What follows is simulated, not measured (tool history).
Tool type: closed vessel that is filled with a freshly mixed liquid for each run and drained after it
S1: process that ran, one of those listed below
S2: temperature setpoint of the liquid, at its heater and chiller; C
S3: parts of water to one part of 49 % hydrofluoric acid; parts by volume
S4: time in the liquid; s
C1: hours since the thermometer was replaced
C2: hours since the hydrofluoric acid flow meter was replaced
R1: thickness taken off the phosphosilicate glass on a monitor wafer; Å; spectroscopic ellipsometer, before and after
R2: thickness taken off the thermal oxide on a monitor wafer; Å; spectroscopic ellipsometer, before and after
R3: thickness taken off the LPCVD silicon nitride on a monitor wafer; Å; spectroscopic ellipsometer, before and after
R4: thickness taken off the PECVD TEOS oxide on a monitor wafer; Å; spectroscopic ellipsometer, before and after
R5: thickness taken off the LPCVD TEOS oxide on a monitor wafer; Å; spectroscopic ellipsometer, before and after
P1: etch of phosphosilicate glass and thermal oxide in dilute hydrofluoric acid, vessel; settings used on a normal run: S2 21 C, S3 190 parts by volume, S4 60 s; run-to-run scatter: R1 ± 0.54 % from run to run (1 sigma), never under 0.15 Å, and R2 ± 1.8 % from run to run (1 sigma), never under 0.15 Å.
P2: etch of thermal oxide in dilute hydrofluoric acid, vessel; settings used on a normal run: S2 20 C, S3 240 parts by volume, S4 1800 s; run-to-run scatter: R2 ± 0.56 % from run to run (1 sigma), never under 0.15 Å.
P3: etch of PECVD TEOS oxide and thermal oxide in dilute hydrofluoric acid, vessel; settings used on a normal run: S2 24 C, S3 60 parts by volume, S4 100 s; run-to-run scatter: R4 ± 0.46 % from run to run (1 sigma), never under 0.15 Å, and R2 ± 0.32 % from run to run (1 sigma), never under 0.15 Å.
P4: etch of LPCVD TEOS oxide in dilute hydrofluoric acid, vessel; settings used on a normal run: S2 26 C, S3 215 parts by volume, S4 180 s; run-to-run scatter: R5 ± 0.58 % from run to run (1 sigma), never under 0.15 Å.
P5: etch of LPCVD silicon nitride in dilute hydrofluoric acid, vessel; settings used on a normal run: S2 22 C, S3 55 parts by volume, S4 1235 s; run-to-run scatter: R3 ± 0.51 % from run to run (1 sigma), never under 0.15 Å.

run	hour	S1	S2	S3	S4	C1	C2	R1	R2	R3	R4	R5
1	9.9	P1	21	190	60	1670.1	490.3	225.95	12.054			
2	18.3	P2	20	240	1800	1678.5	498.7		251.15			
3	27.9	P1	17	190	60	1688.1	508.3	192.96	10.199			
4	37.8	P1	21	45	60	1698	518.2	1121.5	58.27			
5	47.7	P2	20	240	1800	1707.9	528.1		251.24			
6	57.7	P5	22	55	2050	1717.9	538.1			163.21		
7	65	P1	29	190	60	1725.2	545.4	303.06	16.132			
8	74.5	P1	21	190	60	1734.7	554.9	222.64	12.21			
9	82.2	P3	24	60	100	1742.4	562.6		81.019		488.15	
10	89	P3	30	60	100	1749.2	569.4		103.58		624.26	
11	97.9	P5	28.5	55	1235	1758.1	578.3			152.63		
12	103.5	P4	26	215	180	1763.7	583.9					147.73
13	110.9	P1	17	190	30	1771.1	591.3	96.825	4.9584			
14	116.7	P1	21	190	60	1776.9	597.1	224.55	12.025			
15	123.1	P4	18	215	180	1783.3	603.5					108.78
16	130	P1	21	190	110	1790.2	610.4	411.14	22.403			
17	138.2	P5	22	55	1235	1798.4	618.6			97.772		
18	147.7	P4	26	370	180	1807.9	628.1					72.564
19	156	P3	24	110	100	1816.2	636.4		41.69		251.41	
20	162.6	P5	22	35	1235	1822.8	643			152.73		
21	169.1	P2	20	55	1800	1829.3	649.5		1341.4			
22	178.4	P3	24	60	165	1838.6	658.8		134.3		808.31	
23	186.1	P1	21	190	60	1846.3	666.5	225.67	11.914			
24	192.4	P4	26	215	355	1852.6	672.8					291.24
25	197.5	P1	29	190	30	1857.7	677.9	150.56	7.9187			
26	207.9	P1	21	190	60	1868.1	688.3	224.49	11.817			
27	213.3	P1	21	190	30	1873.5	693.7	112.03	5.6933			
28	220.7	P1	21	330	60	1880.9	701.1	113.68	5.873			
29	227.3	P2	24	240	1800	1887.5	707.7		288.36			
30	236	P3	24	60	100	1896.2	716.4		81.34		487.98	
31	244.1	P2	20	240	3320	1904.3	724.5		459.48			
32	253.4	P1	21	190	60	1913.6	733.8	224.98	11.663			
33	262.1	P1	21	190	60	1922.3	742.5	231.74	12.661			
34	268.6	P1	21	190	60	1928.8	749	236.26	12.947			
35	277.4	P1	21	190	60	1937.6	757.8	241.71	12.466			
36	282.8	P1	21	190	60	1943	763.2	241.79	12.442			
37	290.2	P1	21	190	60	1950.4	770.6	242.56	12.998			
38	296.8	P1	21	190	60	1957	777.2	241.28	12.556			
39	303.2	P1	21	190	60	1963.4	783.6	245.77	13.638			
40	311.3	P1	21	190	60	1971.5	791.7	244.59	13.429			
41	319.4	P1	21	190	60	1979.6	799.8	245.39	12.761			
42	329.6	P1	21	190	60	1989.8	810	245.05	12.634			
43	334.5	P1	21	190	60	1994.7	814.9	246.33	13.029			

Something has made what P1 gives creep away from where it was; the 2 causes below, each at its own stated size, fit the log equally well:
A: liquid hotter than its thermometer reads (K) = 2.41
B: hydrofluoric acid flow above the setpoint (%) = 7.99
The process output started creeping at around hour 253.4.

Question marks stand in for the results of the 4 check runs listed below, each run on one wafer. Under which run would the listed causes show clearly different results?
check 1	339.4	P3	29.5	110	100				?		?	
check 2	339.4	P5	28	55	1940					?		
check 3	339.4	P4	20	215	340							?
check 4	339.4	P2	23	240	1800				?			

Expected result of each check under each candidate cause:
check	result	if A	if B
check 1	R2	56.246	56.199
check 1	R4	338.74	338.46
check 2	R3	269.67	248.93
check 3	R5	243.2	243.53
check 4	R2	306.13	308.69
Gap, in per cent, between the two causes that each check separates least, read from the result that separates them most: check 1 0.08 %; check 2 8 %; check 3 0.14 %; check 4 0.83 %
The causes can be told apart only by check 2. The other checks would give nearly the same results under each of them.

Check 2 was carried out, with these results: R3 248.66 Å. Which of the listed causes is responsible?

It is B: hydrofluoric acid flow above the setpoint (%).
